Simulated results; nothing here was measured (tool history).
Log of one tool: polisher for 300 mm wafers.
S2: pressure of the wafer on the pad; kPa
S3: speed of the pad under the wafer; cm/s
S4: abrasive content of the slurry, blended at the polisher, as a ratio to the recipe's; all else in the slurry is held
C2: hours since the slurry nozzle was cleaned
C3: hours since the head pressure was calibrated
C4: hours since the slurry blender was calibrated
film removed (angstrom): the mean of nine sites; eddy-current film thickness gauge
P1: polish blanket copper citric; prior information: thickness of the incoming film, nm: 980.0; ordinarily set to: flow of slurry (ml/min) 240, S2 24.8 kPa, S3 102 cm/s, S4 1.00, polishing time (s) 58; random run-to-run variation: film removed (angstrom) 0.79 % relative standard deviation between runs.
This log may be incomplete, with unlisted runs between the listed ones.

Run 1, hour 10.0: flow of slurry (ml/min) 240, S2 24.8 kPa, S3 102 cm/s, S4 1.00, polishing time (s) 58; wafers polished on this pad 630; C2 661.4; C3 709.0; C4 35.1. Result: film removed (angstrom) 1763.60.
Run 2, hour 19.4: flow of slurry (ml/min) 240, S2 24.8 kPa, S3 158 cm/s, S4 1.00, polishing time (s) 38; wafers polished on this pad 704; C2 670.8; C3 718.4; C4 44.5. Result: film removed (angstrom) 1784.50.
Run 3, hour 28.6: flow of slurry (ml/min) 240, S2 24.8 kPa, S3 102 cm/s, S4 1.00, polishing time (s) 58; wafers polished on this pad 777; C2 680.0; C3 727.6; C4 53.7. Result: film removed (angstrom) 1780.30.
Run 4, hour 38.1: flow of slurry (ml/min) 240, S2 24.8 kPa, S3 56 cm/s, S4 1.00, polishing time (s) 58; wafers polished on this pad 853; C2 689.5; C3 737.1; C4 63.2. Result: film removed (angstrom) 986.25.
Run 5, hour 49.6: flow of slurry (ml/min) 240, S2 24.8 kPa, S3 102 cm/s, S4 0.50, polishing time (s) 58; wafers polished on this pad 944; C2 701.0; C3 748.6; C4 74.7. Result: film removed (angstrom) 1492.30.
Run 6, hour 59.3: flow of slurry (ml/min) 240, S2 24.8 kPa, S3 102 cm/s, S4 1.00, polishing time (s) 58; wafers polished on this pad 1021; C2 710.7; C3 758.3; C4 84.4. Result: film removed (angstrom) 1772.70.
Run 7, hour 71.4: flow of slurry (ml/min) 145, S2 24.8 kPa, S3 102 cm/s, S4 1.00, polishing time (s) 58; wafers polished on this pad 1117; C2 722.8; C3 770.4; C4 96.5. Result: film removed (angstrom) 1616.30.
Run 8, hour 78.6: flow of slurry (ml/min) 305, S2 24.8 kPa, S3 102 cm/s, S4 1.00, polishing time (s) 58; wafers polished on this pad 1174; C2 730.0; C3 777.6; C4 103.7. Result: film removed (angstrom) 1794.60.
Run 9, hour 90.8: flow of slurry (ml/min) 240, S2 24.8 kPa, S3 102 cm/s, S4 1.00, polishing time (s) 74; wafers polished on this pad 1271; C2 742.2; C3 789.8; C4 115.9. Result: film removed (angstrom) 2221.30.
Run 10, hour 101.9: flow of slurry (ml/min) 145, S2 37.2 kPa, S3 102 cm/s, S4 1.00, polishing time (s) 58; wafers polished on this pad 1359; C2 753.3; C3 800.9; C4 127.0. Result: film removed (angstrom) 2470.90.
Run 11, hour 108.0: flow of slurry (ml/min) 240, S2 38.6 kPa, S3 102 cm/s, S4 1.00, polishing time (s) 58; wafers polished on this pad 1407; C2 759.4; C3 807.0; C4 133.1. Result: film removed (angstrom) 2743.30.
Run 12, hour 114.9: flow of slurry (ml/min) 240, S2 24.8 kPa, S3 102 cm/s, S4 1.00, polishing time (s) 30; wafers polished on this pad 1462; C2 766.3; C3 813.9; C4 140.0. Result: film removed (angstrom) 927.42.
Run 13, hour 121.4: flow of slurry (ml/min) 240, S2 24.8 kPa, S3 102 cm/s, S4 1.45, polishing time (s) 58; wafers polished on this pad 1513; C2 772.8; C3 820.4; C4 146.5. Result: film removed (angstrom) 1908.20.
Run 14, hour 133.8: flow of slurry (ml/min) 240, S2 15.2 kPa, S3 102 cm/s, S4 1.00, polishing time (s) 58; wafers polished on this pad 1612; C2 785.2; C3 832.8; C4 158.9. Result: film removed (angstrom) 1099.60.
Run 15, hour 142.3: flow of slurry (ml/min) 240, S2 24.8 kPa, S3 102 cm/s, S4 1.00, polishing time (s) 58; wafers polished on this pad 1679; C2 793.7; C3 841.3; C4 167.4. Result: film removed (angstrom) 1755.70.
Run 16, hour 151.1: flow of slurry (ml/min) 240, S2 24.8 kPa, S3 132 cm/s, S4 1.00, polishing time (s) 58; wafers polished on this pad 1749; C2 802.5; C3 850.1; C4 176.2. Result: film removed (angstrom) 2241.70.
Run 17, hour 157.7: flow of slurry (ml/min) 240, S2 24.8 kPa, S3 102 cm/s, S4 1.00, polishing time (s) 58; wafers polished on this pad 1801; C2 809.1; C3 856.7; C4 182.8. Result: film removed (angstrom) 1783.30.
Run 18, hour 164.0: flow of slurry (ml/min) 240, S2 24.8 kPa, S3 102 cm/s, S4 1.00, polishing time (s) 58; wafers polished on this pad 1851; C2 815.4; C3 863.0; C4 189.1. Result: film removed (angstrom) 1695.70.
Run 19, hour 172.0: flow of slurry (ml/min) 240, S2 24.8 kPa, S3 102 cm/s, S4 1.00, polishing time (s) 58; wafers polished on this pad 1915; C2 823.4; C3 871.0; C4 197.1. Result: film removed (angstrom) 1667.80.
Run 20, hour 181.9: flow of slurry (ml/min) 240, S2 24.8 kPa, S3 102 cm/s, S4 1.00, polishing time (s) 58; wafers polished on this pad 1993; C2 833.3; C3 880.9; C4 207.0. Result: film removed (angstrom) 1657.20.
At hour 193.3: worn pad replaced by a new one.
Run 21, hour 193.6: flow of slurry (ml/min) 240, S2 24.8 kPa, S3 102 cm/s, S4 1.00, polishing time (s) 58; wafers polished on this pad 2; C2 845.0; C3 892.6; C4 218.7. Result: film removed (angstrom) 1628.00.
At hour 194.6: head pressure recalibrated.
Run 22, hour 200.5: flow of slurry (ml/min) 240, S2 24.8 kPa, S3 102 cm/s, S4 1.00, polishing time (s) 58; wafers polished on this pad 57; C2 851.9; C3 5.9; C4 225.6. Result: film removed (angstrom) 1635.00.
Run 23, hour 211.1: flow of slurry (ml/min) 240, S2 24.8 kPa, S3 102 cm/s, S4 1.00, polishing time (s) 58; wafers polished on this pad 141; C2 862.5; C3 16.5; C4 236.2. Result: film removed (angstrom) 1629.20.
Run 24, hour 216.9: flow of slurry (ml/min) 240, S2 24.8 kPa, S3 102 cm/s, S4 1.00, polishing time (s) 58; wafers polished on this pad 187; C2 868.3; C3 22.3; C4 242.0. Result: film removed (angstrom) 1644.00.

The log shows P1 creeping away from where it was. Any of the 2 causes listed here, at the size stated for it, fits the log just as well as the others:
A: slurry flow missing at the pad, % = 37.7
B: abrasive missing from the slurry, % = 26.8
The onset of the drift is placed at about hour 157.7.
Why every other cause is out:
removal rate lost through wear of the pad, %: serviced at hour 193.3, which brought nothing back
head's pressure below its setpoint, %: serviced at hour 194.6, which brought nothing back

4 check runs are offered, each on 5 wafers whose results are averaged, their results left as question marks. Which one tells the causes apart?
Run check 1, hour 222.7: flow of slurry (ml/min) 240, S2 37.9 kPa, S3 102 cm/s, S4 1.00, polishing time (s) 58. Result: film removed (angstrom) ?.
Run check 2, hour 222.7: flow of slurry (ml/min) 240, S2 24.8 kPa, S3 124 cm/s, S4 1.35, polishing time (s) 58. Result: film removed (angstrom) ?.
Run check 3, hour 222.7: flow of slurry (ml/min) 240, S2 31.7 kPa, S3 102 cm/s, S4 1.00, polishing time (s) 58. Result: film removed (angstrom) ?.
Run check 4, hour 222.7: flow of slurry (ml/min) 165, S2 24.8 kPa, S3 102 cm/s, S4 1.00, polishing time (s) 58. Result: film removed (angstrom) ?.

Expected result of each check under each candidate cause:
  check                   result     if A     if B
check 1  film removed (angstrom)  2496.80  2497.40
check 2  film removed (angstrom)  2128.30  2123.60
check 3  film removed (angstrom)  2093.60  2094.00
check 4  film removed (angstrom)  1523.90  1566.20
How far apart the two closest causes lie, in the result that separates them most: check 1 0.02 %; check 2 0.22 %; check 3 0.02 %; check 4 2.74 %
Of the check runs offered, only check 4 discriminates between the causes; the rest would read about the same regardless of which cause applies.

Then check 4 was run and gave: film removed (angstrom) 1570.30. Which cause is it?

B is the cause: abrasive missing from the slurry, %.

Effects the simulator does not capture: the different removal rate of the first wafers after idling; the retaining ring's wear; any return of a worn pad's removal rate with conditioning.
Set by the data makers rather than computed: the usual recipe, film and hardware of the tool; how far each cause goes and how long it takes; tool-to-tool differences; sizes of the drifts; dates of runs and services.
